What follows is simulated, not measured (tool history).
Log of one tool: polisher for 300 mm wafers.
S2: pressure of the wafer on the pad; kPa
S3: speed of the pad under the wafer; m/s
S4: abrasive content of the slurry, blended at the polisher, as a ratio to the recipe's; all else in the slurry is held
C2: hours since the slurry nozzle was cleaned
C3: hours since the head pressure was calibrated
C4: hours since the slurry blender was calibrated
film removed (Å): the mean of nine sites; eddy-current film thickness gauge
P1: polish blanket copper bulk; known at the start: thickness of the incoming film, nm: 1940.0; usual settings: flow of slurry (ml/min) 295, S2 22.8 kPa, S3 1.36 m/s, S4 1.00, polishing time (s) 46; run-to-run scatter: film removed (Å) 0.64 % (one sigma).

run 1 day=0.288 | flow_of_slurry_(ml/min)=295 S2=22.8 S3=1.36 S4=1.00 polishing_time_(s)=46 | wafers_polished_on_this_pad=422 C2=67.9 C3=655.8 C4=142.9 | film_removed_(Å)=8023.4
run 2 day=0.646 | flow_of_slurry_(ml/min)=295 S2=22.8 S3=1.36 S4=1.00 polishing_time_(s)=31 | wafers_polished_on_this_pad=504 C2=76.5 C3=664.4 C4=151.5 | film_removed_(Å)=5445.8
run 3 day=0.871 | flow_of_slurry_(ml/min)=295 S2=10.3 S3=1.36 S4=1.00 polishing_time_(s)=46 | wafers_polished_on_this_pad=555 C2=81.9 C3=669.8 C4=156.9 | film_removed_(Å)=3655.5
-- day=1.067 worn pad replaced by a new one
run 4 day=1.208 | flow_of_slurry_(ml/min)=215 S2=30.3 S3=1.36 S4=1.00 polishing_time_(s)=46 | wafers_polished_on_this_pad=32 C2=90.0 C3=677.9 C4=165.0 | film_removed_(Å)=10304.0
run 5 day=1.521 | flow_of_slurry_(ml/min)=410 S2=22.8 S3=1.36 S4=1.00 polishing_time_(s)=46 | wafers_polished_on_this_pad=104 C2=97.5 C3=685.4 C4=172.5 | film_removed_(Å)=8233.9
run 6 day=1.879 | flow_of_slurry_(ml/min)=385 S2=10.3 S3=1.36 S4=1.00 polishing_time_(s)=46 | wafers_polished_on_this_pad=186 C2=106.1 C3=694.0 C4=181.1 | film_removed_(Å)=3787.8
run 7 day=2.242 | flow_of_slurry_(ml/min)=295 S2=22.8 S3=1.36 S4=1.00 polishing_time_(s)=46 | wafers_polished_on_this_pad=268 C2=114.8 C3=702.7 C4=189.8 | film_removed_(Å)=8030.7
run 8 day=2.650 | flow_of_slurry_(ml/min)=295 S2=22.8 S3=1.36 S4=0.70 polishing_time_(s)=46 | wafers_polished_on_this_pad=362 C2=124.6 C3=712.5 C4=199.6 | film_removed_(Å)=7444.7
run 9 day=2.925 | flow_of_slurry_(ml/min)=295 S2=22.8 S3=1.36 S4=1.00 polishing_time_(s)=46 | wafers_polished_on_this_pad=425 C2=131.2 C3=719.1 C4=206.2 | film_removed_(Å)=8061.8
run 10 day=3.333 | flow_of_slurry_(ml/min)=295 S2=31.7 S3=1.36 S4=1.00 polishing_time_(s)=46 | wafers_polished_on_this_pad=518 C2=141.0 C3=728.9 C4=216.0 | film_removed_(Å)=11249.0
run 11 day=3.633 | flow_of_slurry_(ml/min)=445 S2=11.7 S3=1.36 S4=1.00 polishing_time_(s)=46 | wafers_polished_on_this_pad=587 C2=148.2 C3=736.1 C4=223.2 | film_removed_(Å)=4308.8
-- day=3.833 slurry blender recalibrated
run 12 day=3.975 | flow_of_slurry_(ml/min)=295 S2=22.8 S3=1.36 S4=1.25 polishing_time_(s)=46 | wafers_polished_on_this_pad=665 C2=156.4 C3=744.3 C4=3.4 | film_removed_(Å)=8565.1
run 13 day=4.383 | flow_of_slurry_(ml/min)=295 S2=22.8 S3=1.36 S4=1.00 polishing_time_(s)=46 | wafers_polished_on_this_pad=758 C2=166.2 C3=754.1 C4=13.2 | film_removed_(Å)=8105.4
-- day=4.512 slurry nozzle cleaned
run 14 day=4.704 | flow_of_slurry_(ml/min)=295 S2=22.8 S3=1.36 S4=1.00 polishing_time_(s)=46 | wafers_polished_on_this_pad=832 C2=4.7 C3=761.8 C4=20.9 | film_removed_(Å)=8051.3
run 15 day=4.979 | flow_of_slurry_(ml/min)=295 S2=22.8 S3=1.36 S4=1.00 polishing_time_(s)=66 | wafers_polished_on_this_pad=895 C2=11.3 C3=768.4 C4=27.5 | film_removed_(Å)=11509.0
run 16 day=5.371 | flow_of_slurry_(ml/min)=175 S2=22.8 S3=1.36 S4=1.00 polishing_time_(s)=46 | wafers_polished_on_this_pad=984 C2=20.7 C3=777.8 C4=36.9 | film_removed_(Å)=7554.3
run 17 day=5.721 | flow_of_slurry_(ml/min)=295 S2=22.8 S3=2.08 S4=1.00 polishing_time_(s)=46 | wafers_polished_on_this_pad=1065 C2=29.1 C3=786.2 C4=45.3 | film_removed_(Å)=12343.0
run 18 day=6.075 | flow_of_slurry_(ml/min)=295 S2=22.8 S3=0.74 S4=1.00 polishing_time_(s)=46 | wafers_polished_on_this_pad=1146 C2=37.6 C3=794.7 C4=53.8 | film_removed_(Å)=4362.4
run 19 day=6.288 | flow_of_slurry_(ml/min)=295 S2=22.8 S3=1.36 S4=1.00 polishing_time_(s)=46 | wafers_polished_on_this_pad=1194 C2=42.7 C3=799.8 C4=58.9 | film_removed_(Å)=8069.7
run 20 day=6.542 | flow_of_slurry_(ml/min)=295 S2=22.8 S3=1.36 S4=1.00 polishing_time_(s)=46 | wafers_polished_on_this_pad=1252 C2=48.8 C3=805.9 C4=65.0 | film_removed_(Å)=7935.5
run 21 day=6.933 | flow_of_slurry_(ml/min)=295 S2=22.8 S3=1.36 S4=1.00 polishing_time_(s)=46 | wafers_polished_on_this_pad=1342 C2=58.2 C3=815.3 C4=74.4 | film_removed_(Å)=7752.4
run 22 day=7.138 | flow_of_slurry_(ml/min)=295 S2=22.8 S3=1.36 S4=1.00 polishing_time_(s)=46 | wafers_polished_on_this_pad=1389 C2=63.1 C3=820.2 C4=79.3 | film_removed_(Å)=7641.7
-- day=7.221 worn pad replaced by a new one
-- day=7.279 slurry blender recalibrated
run 23 day=7.425 | flow_of_slurry_(ml/min)=295 S2=22.8 S3=1.36 S4=1.00 polishing_time_(s)=46 | wafers_polished_on_this_pad=47 C2=70.0 C3=827.1 C4=3.5 | film_removed_(Å)=7659.6
run 24 day=7.754 | flow_of_slurry_(ml/min)=295 S2=22.8 S3=1.36 S4=1.00 polishing_time_(s)=46 | wafers_polished_on_this_pad=122 C2=77.9 C3=835.0 C4=11.4 | film_removed_(Å)=7647.1
run 25 day=8.012 | flow_of_slurry_(ml/min)=295 S2=22.8 S3=1.36 S4=1.00 polishing_time_(s)=46 | wafers_polished_on_this_pad=181 C2=84.1 C3=841.2 C4=17.6 | film_removed_(Å)=7625.7

Run 26 comes next. What will it give?
run 26 day=8.271 | flow_of_slurry_(ml/min)=295 S2=22.8 S3=1.36 S4=1.00 polishing_time_(s)=46 | wafers_polished_on_this_pad=241 C2=90.3 C3=847.4 C4=23.8 | film_removed_(Å)=?

{"run 26": {"film removed (Å)": 7569.9}}
